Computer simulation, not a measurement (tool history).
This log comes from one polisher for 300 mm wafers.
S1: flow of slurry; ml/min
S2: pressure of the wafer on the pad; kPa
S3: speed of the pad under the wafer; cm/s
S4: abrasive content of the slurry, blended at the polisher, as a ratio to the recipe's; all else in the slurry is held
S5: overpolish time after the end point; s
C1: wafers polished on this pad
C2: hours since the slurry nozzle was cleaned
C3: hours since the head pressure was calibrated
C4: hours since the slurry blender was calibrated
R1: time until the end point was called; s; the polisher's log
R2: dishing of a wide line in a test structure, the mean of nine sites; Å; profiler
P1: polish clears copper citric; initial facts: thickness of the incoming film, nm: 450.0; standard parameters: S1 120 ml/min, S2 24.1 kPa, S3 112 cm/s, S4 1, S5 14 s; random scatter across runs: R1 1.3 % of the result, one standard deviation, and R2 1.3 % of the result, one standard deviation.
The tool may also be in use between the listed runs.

run 1 hour=7.9 | S1=120 S2=24.1 S3=112 S4=1 S5=14 | C1=838 C2=243.7 C3=82.2 C4=108.2 | R1=138.36 R2=295.59
run 2 hour=16.3 | S1=120 S2=18.6 S3=112 S4=1.3 S5=14 | C1=910 C2=252.1 C3=90.6 C4=116.6 | R1=169.34 R2=253.23
run 3 hour=21 | S1=70 S2=24.1 S3=112 S4=1 S5=14 | C1=950 C2=256.8 C3=95.3 C4=121.3 | R1=159.01 R2=265.29
run 4 hour=26.3 | S1=120 S2=24.1 S3=112 S4=1 S5=24 | C1=996 C2=262.1 C3=100.6 C4=126.6 | R1=137.12 R2=437.28
run 5 hour=32.5 | S1=120 S2=24.1 S3=112 S4=1 S5=14 | C1=1049 C2=268.3 C3=106.8 C4=132.8 | R1=139.31 R2=304.03
run 6 hour=38.1 | S1=155 S2=24.1 S3=112 S4=1 S5=14 | C1=1097 C2=273.9 C3=112.4 C4=138.4 | R1=131.23 R2=303.98
run 7 hour=46.2 | S1=120 S2=24.1 S3=112 S4=1 S5=14 | C1=1166 C2=282 C3=120.5 C4=146.5 | R1=137.53 R2=296.76
run 8 hour=55 | S1=120 S2=11 S3=112 S4=1 S5=14 | C1=1242 C2=290.8 C3=129.3 C4=155.3 | R1=291.22 R2=154.92
-- hour=59.8 slurry nozzle cleaned
run 9 hour=61 | S1=120 S2=24.1 S3=112 S4=0.65 S5=14 | C1=1293 C2=1.3 C3=135.3 C4=161.3 | R1=152.58 R2=277.17
run 10 hour=66.6 | S1=120 S2=24.1 S3=112 S4=1 S5=14 | C1=1341 C2=6.9 C3=140.9 C4=166.9 | R1=138 R2=297.23
run 11 hour=74.6 | S1=70 S2=24.1 S3=112 S4=1.3 S5=14 | C1=1410 C2=14.9 C3=148.9 C4=174.9 | R1=152.45 R2=280.95
run 12 hour=82 | S1=120 S2=24.1 S3=112 S4=1 S5=14 | C1=1473 C2=22.3 C3=156.3 C4=182.3 | R1=139.76 R2=297.08
run 13 hour=89.3 | S1=120 S2=24.1 S3=176 S4=1 S5=14 | C1=1536 C2=29.6 C3=163.6 C4=189.6 | R1=88.245 R2=408.2
run 14 hour=97.8 | S1=120 S2=24.1 S3=112 S4=1 S5=8 | C1=1609 C2=38.1 C3=172.1 C4=198.1 | R1=138.42 R2=192
run 15 hour=105.3 | S1=120 S2=24.1 S3=112 S4=1.3 S5=14 | C1=1673 C2=45.6 C3=179.6 C4=205.6 | R1=129.35 R2=306.12
run 16 hour=111.4 | S1=120 S2=35.9 S3=112 S4=1 S5=14 | C1=1726 C2=51.7 C3=185.7 C4=211.7 | R1=91.97 R2=391.39
run 17 hour=117.3 | S1=120 S2=24.1 S3=76 S4=1 S5=14 | C1=1776 C2=57.6 C3=191.6 C4=217.6 | R1=200.48 R2=223.71
run 18 hour=124.2 | S1=120 S2=24.1 S3=112 S4=1 S5=14 | C1=1835 C2=64.5 C3=198.5 C4=224.5 | R1=138 R2=290.45
run 19 hour=132 | S1=120 S2=24.1 S3=112 S4=1 S5=14 | C1=1902 C2=72.3 C3=206.3 C4=232.3 | R1=145.11 R2=288.12
run 20 hour=139.8 | S1=120 S2=24.1 S3=112 S4=1 S5=14 | C1=1969 C2=80.1 C3=214.1 C4=240.1 | R1=152.59 R2=287.68
run 21 hour=144.7 | S1=120 S2=24.1 S3=112 S4=1 S5=14 | C1=2011 C2=85 C3=219 C4=245 | R1=148.28 R2=280.74
run 22 hour=150 | S1=120 S2=24.1 S3=112 S4=1 S5=14 | C1=2057 C2=90.3 C3=224.3 C4=250.3 | R1=148.87 R2=270.43
-- hour=153.1 head pressure recalibrated
-- hour=154.3 slurry blender recalibrated
run 23 hour=154.9 | S1=120 S2=24.1 S3=112 S4=1 S5=14 | C1=2099 C2=95.2 C3=1.8 C4=0.7 | R1=152.26 R2=274.25
run 24 hour=160.5 | S1=120 S2=24.1 S3=112 S4=1 S5=14 | C1=2147 C2=100.8 C3=7.4 C4=6.3 | R1=151.82 R2=271.39
run 25 hour=169.8 | S1=120 S2=24.1 S3=112 S4=1 S5=14 | C1=2227 C2=110.1 C3=16.7 C4=15.6 | R1=156.57 R2=272.93

The log shows P1 creeping away from where it was. Any of the 2 causes listed here, at the size stated for it, fits the log just as well as the others:
A: removal rate lost through wear of the pad, % = 9.89
B: slurry flow missing at the pad, % = 33.5
At approximately hour 124.2, the process output began to creep.
All other causes, with the reason each is excluded:
head's pressure below its setpoint, %: work on it at hour 153.1, done after the drift set in, did not restore what the process gave before
abrasive missing from the slurry, %: work on it at hour 154.3, done after the drift set in, did not restore what the process gave before

Which of the 4 check runs listed below, each an average over 3 wafers with its results shown as question marks, gives clearly different results under the different listed causes?
run check 1 hour=179.1 | S1=120 S2=11 S3=112 S4=1 S5=14 | R1=? R2=?
run check 2 hour=179.1 | S1=120 S2=24.1 S3=82 S4=0.7 S5=14 | R1=? R2=?
run check 3 hour=179.1 | S1=70 S2=24.1 S3=88 S4=1 S5=14 | R1=? R2=?
run check 4 hour=179.1 | S1=120 S2=13.1 S3=112 S4=1.3 S5=14 | R1=? R2=?

What each check would give under each cause:
check=check_1 result=R1 if_A=327.36 if_B=327.35
check=check_1 result=R2 if_A=142.31 if_B=142.31
check=check_2 result=R1 if_A=223.6 if_B=223.59
check=check_2 result=R2 if_A=200.98 if_B=200.98
check=check_3 result=R1 if_A=224.15 if_B=237.88
check=check_3 result=R2 if_A=200.51 if_B=190.6
check=check_4 result=R1 if_A=262.01 if_B=262
check=check_4 result=R2 if_A=173.39 if_B=173.39
Per-check spread between the two closest causes, in the result where they differ most: check 1 0 %; check 2 0 %; check 3 5.95 %; check 4 0 %
Only in check 3 would the causes give clearly different results; in the remaining checks their results would be nearly the same.

Check 3 was carried out, with these results: R1 222.78 s; R2 198.25 Å. Which of the listed causes is responsible?

It is A: removal rate lost through wear of the pad, %.
